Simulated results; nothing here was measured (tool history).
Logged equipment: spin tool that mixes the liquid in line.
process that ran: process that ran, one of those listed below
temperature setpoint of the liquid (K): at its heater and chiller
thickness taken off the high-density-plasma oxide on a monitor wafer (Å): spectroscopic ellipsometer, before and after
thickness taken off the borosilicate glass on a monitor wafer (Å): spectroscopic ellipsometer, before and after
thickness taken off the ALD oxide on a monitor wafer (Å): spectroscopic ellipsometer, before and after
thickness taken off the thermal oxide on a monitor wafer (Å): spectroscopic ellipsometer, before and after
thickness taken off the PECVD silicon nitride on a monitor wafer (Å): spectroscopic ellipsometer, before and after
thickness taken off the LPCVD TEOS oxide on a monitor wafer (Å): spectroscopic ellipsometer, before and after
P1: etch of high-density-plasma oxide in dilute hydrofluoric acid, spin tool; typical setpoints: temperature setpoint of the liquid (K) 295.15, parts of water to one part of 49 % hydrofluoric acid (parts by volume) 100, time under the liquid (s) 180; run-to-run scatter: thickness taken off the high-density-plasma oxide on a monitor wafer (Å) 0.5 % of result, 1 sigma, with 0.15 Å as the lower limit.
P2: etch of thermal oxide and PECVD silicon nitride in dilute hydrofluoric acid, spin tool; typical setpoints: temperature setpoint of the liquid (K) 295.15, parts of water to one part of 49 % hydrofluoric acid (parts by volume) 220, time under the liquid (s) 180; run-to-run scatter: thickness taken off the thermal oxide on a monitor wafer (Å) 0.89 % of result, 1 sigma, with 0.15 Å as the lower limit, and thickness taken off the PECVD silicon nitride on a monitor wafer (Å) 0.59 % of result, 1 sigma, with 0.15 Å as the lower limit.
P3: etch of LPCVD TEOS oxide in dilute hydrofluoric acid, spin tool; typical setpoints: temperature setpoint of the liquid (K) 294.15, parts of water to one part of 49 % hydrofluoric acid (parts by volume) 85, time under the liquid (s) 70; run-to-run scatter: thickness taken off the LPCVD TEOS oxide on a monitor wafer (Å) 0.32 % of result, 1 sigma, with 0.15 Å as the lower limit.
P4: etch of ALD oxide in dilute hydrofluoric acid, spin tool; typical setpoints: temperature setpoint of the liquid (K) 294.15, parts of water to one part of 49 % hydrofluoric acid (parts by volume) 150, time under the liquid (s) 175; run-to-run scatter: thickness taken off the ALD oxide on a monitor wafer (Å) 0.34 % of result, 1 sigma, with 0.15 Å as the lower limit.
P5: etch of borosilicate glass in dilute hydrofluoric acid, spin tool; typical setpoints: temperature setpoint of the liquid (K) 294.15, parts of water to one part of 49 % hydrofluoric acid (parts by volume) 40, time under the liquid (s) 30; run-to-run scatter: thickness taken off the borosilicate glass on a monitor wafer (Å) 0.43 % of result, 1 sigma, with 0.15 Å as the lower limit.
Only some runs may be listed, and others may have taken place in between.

| run | hour | process that ran | temperature setpoint of the liquid (K) | parts of water to one part of 49 % hydrofluoric acid (parts by volume) | time under the liquid (s) | hours since the thermometer was replaced | hours since the hydrofluoric acid flow meter was replaced | thickness taken off the high-density-plasma oxide on a monitor wafer (Å) | thickness taken off the borosilicate glass on a monitor wafer (Å) | thickness taken off the ALD oxide on a monitor wafer (Å) | thickness taken off the thermal oxide on a monitor wafer (Å) | thickness taken off the PECVD silicon nitride on a monitor wafer (Å) | thickness taken off the LPCVD TEOS oxide on a monitor wafer (Å) |
|---|---|---|---|---|---|---|---|---|---|---|---|---|---|
| 1 | 2.6 | P1 | 295.15 | 100 | 180 | 592.3 | 903.8 | 85.143 |  |  |  |  |  |
| 2 | 8.5 | P5 | 294.15 | 40 | 15 | 598.2 | 909.7 |  | 109.49 |  |  |  |  |
| 3 | 13.7 | P5 | 294.15 | 40 | 30 | 603.4 | 914.9 |  | 216.45 |  |  |  |  |
| 4 | 18.4 | P1 | 295.15 | 100 | 65 | 608.1 | 919.6 | 30.555 |  |  |  |  |  |
| 5 | 21.9 | P4 | 290.15 | 150 | 175 | 611.6 | 923.1 |  |  | 145.810 |  |  |  |
| 6 | 27.3 | P2 | 295.15 | 220 | 180 | 617.0 | 928.5 |  |  |  | 31.148 | 33.975 |  |
| 7 | 33.0 | P4 | 294.15 | 150 | 335 | 622.7 | 934.2 |  |  | 327.320 |  |  |  |
| 8 | 37.8 | P1 | 301.15 | 100 | 180 | 627.5 | 939.0 | 107.610 |  |  |  |  |  |
| 9 | 41.9 | P5 | 294.15 | 40 | 30 | 631.6 | 943.1 |  | 216.78 |  |  |  |  |
| 10 | 45.0 | P3 | 294.15 | 85 | 25 | 634.7 | 946.2 |  |  |  |  |  | 64.640 |
| 11 | 51.1 | P3 | 294.15 | 150 | 70 | 640.8 | 952.3 |  |  |  |  |  | 94.128 |
| 12 | 53.8 | P1 | 295.15 | 100 | 180 | 643.5 | 955.0 | 84.485 |  |  |  |  |  |
| 13 | 59.0 | P1 | 295.15 | 150 | 100 | 648.7 | 960.2 | 29.900 |  |  |  |  |  |
| 14 | 63.7 | P4 | 294.15 | 265 | 175 | 653.4 | 964.9 |  |  | 86.491 |  |  |  |
| 15 | 66.9 | P1 | 295.15 | 100 | 180 | 656.6 | 968.1 | 85.145 |  |  |  |  |  |
| 16 | 72.9 | P1 | 295.15 | 100 | 180 | 662.6 | 974.1 | 84.723 |  |  |  |  |  |
| 17 | 77.1 | P3 | 294.15 | 85 | 70 | 666.8 | 978.3 |  |  |  |  |  | 180.120 |
| 18 | 80.4 | P1 | 295.15 | 180 | 180 | 670.1 | 981.6 | 43.661 |  |  |  |  |  |
| 19 | 85.7 | P1 | 295.15 | 100 | 180 | 675.4 | 986.9 | 85.548 |  |  |  |  |  |
| 20 | 88.6 | P1 | 295.15 | 165 | 325 | 678.3 | 989.8 | 86.936 |  |  |  |  |  |
| 21 | 91.4 | P5 | 290.65 | 40 | 30 | 681.1 | 992.6 |  | 185.56 |  |  |  |  |
| 22 | 95.3 | P1 | 295.15 | 100 | 180 | 685.0 | 996.5 | 85.186 |  |  |  |  |  |
| 23 | 97.9 | P2 | 295.15 | 220 | 330 | 687.6 | 999.1 |  |  |  | 57.723 | 62.819 |  |
| 24 | 100.6 | P3 | 290.15 | 85 | 70 | 690.3 | 1001.8 |  |  |  |  |  | 152.890 |
| 25 | 103.3 | P2 | 295.15 | 80 | 180 | 693.0 | 1004.5 |  |  |  | 101.070 | 92.160 |  |
| 26 | 108.3 | P5 | 294.15 | 20 | 30 | 698.0 | 1009.5 |  | 445.81 |  |  |  |  |
| 27 | 113.5 | P1 | 295.15 | 100 | 330 | 703.2 | 1014.7 | 156.100 |  |  |  |  |  |
| 28 | 119.5 | P2 | 290.15 | 220 | 180 | 709.2 | 1020.7 |  |  |  | 26.129 | 24.399 |  |
| 29 | 123.3 | P4 | 294.15 | 150 | 175 | 713.0 | 1024.5 |  |  | 170.960 |  |  |  |
| 30 | 126.6 | P1 | 290.65 | 100 | 35 | 716.3 | 1027.8 | 13.754 |  |  |  |  |  |
| 31 | 130.7 | P4 | 294.15 | 150 | 175 | 720.4 | 1031.9 |  |  | 170.490 |  |  |  |
| 32 | 133.7 | P1 | 295.15 | 30 | 180 | 723.4 | 1034.9 | 308.670 |  |  |  |  |  |
| 33 | 137.3 | P1 | 290.15 | 100 | 180 | 727.0 | 1038.5 | 69.034 |  |  |  |  |  |
| 34 | 141.9 | P1 | 295.15 | 100 | 180 | 731.6 | 1043.1 | 85.155 |  |  |  |  |  |
| 35 | 146.8 | P1 | 295.15 | 100 | 180 | 736.5 | 1048.0 | 88.157 |  |  |  |  |  |
| 36 | 152.0 | P1 | 295.15 | 100 | 180 | 741.7 | 1053.2 | 90.301 |  |  |  |  |  |
| 37 | 157.8 | P1 | 295.15 | 100 | 180 | 747.5 | 1059.0 | 91.793 |  |  |  |  |  |
| 38 | 160.5 | P1 | 295.15 | 100 | 180 | 750.2 | 1061.7 | 91.175 |  |  |  |  |  |
| 39 | 164.6 | P1 | 295.15 | 100 | 180 | 754.3 | 1065.8 | 92.418 |  |  |  |  |  |
| 40 | 167.5 | P1 | 295.15 | 100 | 180 | 757.2 | 1068.7 | 94.061 |  |  |  |  |  |
| 41 | 173.6 | P1 | 295.15 | 100 | 180 | 763.3 | 1074.8 | 93.647 |  |  |  |  |  |
| 42 | 177.0 | P1 | 295.15 | 100 | 180 | 766.7 | 1078.2 | 93.522 |  |  |  |  |  |
| 43 | 180.2 | P1 | 295.15 | 100 | 180 | 769.9 | 1081.4 | 93.867 |  |  |  |  |  |
| 44 | 185.0 | P1 | 295.15 | 100 | 180 | 774.7 | 1086.2 | 93.682 |  |  |  |  |  |
| 45 | 188.6 | P1 | 295.15 | 100 | 180 | 778.3 | 1089.8 | 93.145 |  |  |  |  |  |

P1 has crept away from where it was. The log is fitted equally well by each of these 2 causes, at the sizes shown:
A: liquid hotter than its thermometer reads (K) = 2.41
B: hydrofluoric acid flow above the setpoint (%) = 9.01
The process output started creeping at around hour 141.9.

Below are 4 check runs, each on a single wafer, with their results shown as question marks. Which of them would tell the listed causes apart, meaning the causes would give clearly different results under it?
| check 1 | 192.2 | P2 | 295.15 | 100 | 270 |  |  |  |  |  | ? | ? |  |
| check 2 | 192.2 | P3 | 290.15 | 145 | 70 |  |  |  |  |  |  |  | ? |
| check 3 | 192.2 | P5 | 294.15 | 40 | 15 |  |  |  | ? |  |  |  |  |
| check 4 | 192.2 | P4 | 294.15 | 150 | 235 |  |  |  |  | ? |  |  |  |

If the cause were each of the candidates in turn, the checks would give the following:
| check | result | if A | if B |
|---|---|---|---|
| check 1 | thickness taken off the thermal oxide on a monitor wafer (Å) | 130.070 | 130.050 |
| check 1 | thickness taken off the PECVD silicon nitride on a monitor wafer (Å) | 129.450 | 120.070 |
| check 2 | thickness taken off the LPCVD TEOS oxide on a monitor wafer (Å) | 92.733 | 92.743 |
| check 3 | thickness taken off the borosilicate glass on a monitor wafer (Å) | 120.47 | 119.17 |
| check 4 | thickness taken off the ALD oxide on a monitor wafer (Å) | 252.380 | 253.850 |
Minimum pairwise separation of causes per check, each pair taken at its best-separating result: check 1 7.51 %; check 2 0.01 %; check 3 1.09 %; check 4 0.58 %
The other checks would show nearly matching results whichever cause is true, so check 1 is the only one that separates the causes.

Then check 1 was run and gave: thickness taken off the thermal oxide on a monitor wafer (Å) 131.030; thickness taken off the PECVD silicon nitride on a monitor wafer (Å) 120.350. Which cause is it?

It is B: hydrofluoric acid flow above the setpoint (%).

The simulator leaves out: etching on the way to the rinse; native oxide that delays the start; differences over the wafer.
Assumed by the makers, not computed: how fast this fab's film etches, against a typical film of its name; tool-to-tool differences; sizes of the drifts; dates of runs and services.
